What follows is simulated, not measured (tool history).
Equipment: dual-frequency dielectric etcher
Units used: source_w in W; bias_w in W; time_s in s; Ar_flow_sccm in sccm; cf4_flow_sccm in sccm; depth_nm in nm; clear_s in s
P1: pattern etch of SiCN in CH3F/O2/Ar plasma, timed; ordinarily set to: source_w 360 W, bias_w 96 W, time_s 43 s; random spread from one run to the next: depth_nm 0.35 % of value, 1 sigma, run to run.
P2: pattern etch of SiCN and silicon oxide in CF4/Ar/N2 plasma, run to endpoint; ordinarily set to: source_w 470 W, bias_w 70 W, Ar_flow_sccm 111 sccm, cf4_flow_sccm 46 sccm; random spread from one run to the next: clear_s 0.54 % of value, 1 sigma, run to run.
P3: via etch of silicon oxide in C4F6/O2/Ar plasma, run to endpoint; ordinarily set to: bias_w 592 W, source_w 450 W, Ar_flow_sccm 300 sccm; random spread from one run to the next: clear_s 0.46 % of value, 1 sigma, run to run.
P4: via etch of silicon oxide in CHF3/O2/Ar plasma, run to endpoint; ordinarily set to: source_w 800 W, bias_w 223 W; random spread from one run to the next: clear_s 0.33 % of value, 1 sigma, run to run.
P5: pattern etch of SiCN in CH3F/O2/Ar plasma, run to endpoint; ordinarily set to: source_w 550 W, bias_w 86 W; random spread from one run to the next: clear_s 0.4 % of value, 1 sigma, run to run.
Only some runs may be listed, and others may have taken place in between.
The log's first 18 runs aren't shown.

run    day  process  source_w  bias_w  time_s  Ar_flow_sccm  cf4_flow_sccm  hours since the last wet clean  hours since the last source power generator calibration  hours since the last bias power generator calibration  depth_nm  clear_s
 19  3.379       P2       470      70                    66             46                           426.7                                                   3037.4                                                 2249.5             12.147
     3.596  -- bias power generator calibrated
 20   3.65       P1       360     119      43                                                        433.2                                                   3043.9                                                    1.3    18.672
 21  3.896       P3       450     746                   300                                          439.1                                                   3049.8                                                    7.2              12.26
 22  4.121       P2       470      70                   111             64                           444.5                                                   3055.2                                                   12.6             12.383
 23  4.325       P1       250      96      43                                                        449.4                                                   3060.1                                                   17.5    15.012
 24  4.542       P1       360      96      59                                                        454.6                                                   3065.3                                                   22.7    23.495
 25  4.671       P1       360      96      43                                                        457.7                                                   3068.4                                                   25.8    17.112
 26  4.812       P2       470      70                   111             46                           461.1                                                   3071.8                                                   29.2             12.918
 27  4.971       P5       550      86                                                                464.9                                                   3075.6                                                     33             26.052

Run 28, settings as shown, results not yet in. Your forecast:
 28  5.196       P1       360      96      43                                                        470.3                                                     3081                                                   38.4         ?

{"run 28": {"depth_nm": 17.125}}

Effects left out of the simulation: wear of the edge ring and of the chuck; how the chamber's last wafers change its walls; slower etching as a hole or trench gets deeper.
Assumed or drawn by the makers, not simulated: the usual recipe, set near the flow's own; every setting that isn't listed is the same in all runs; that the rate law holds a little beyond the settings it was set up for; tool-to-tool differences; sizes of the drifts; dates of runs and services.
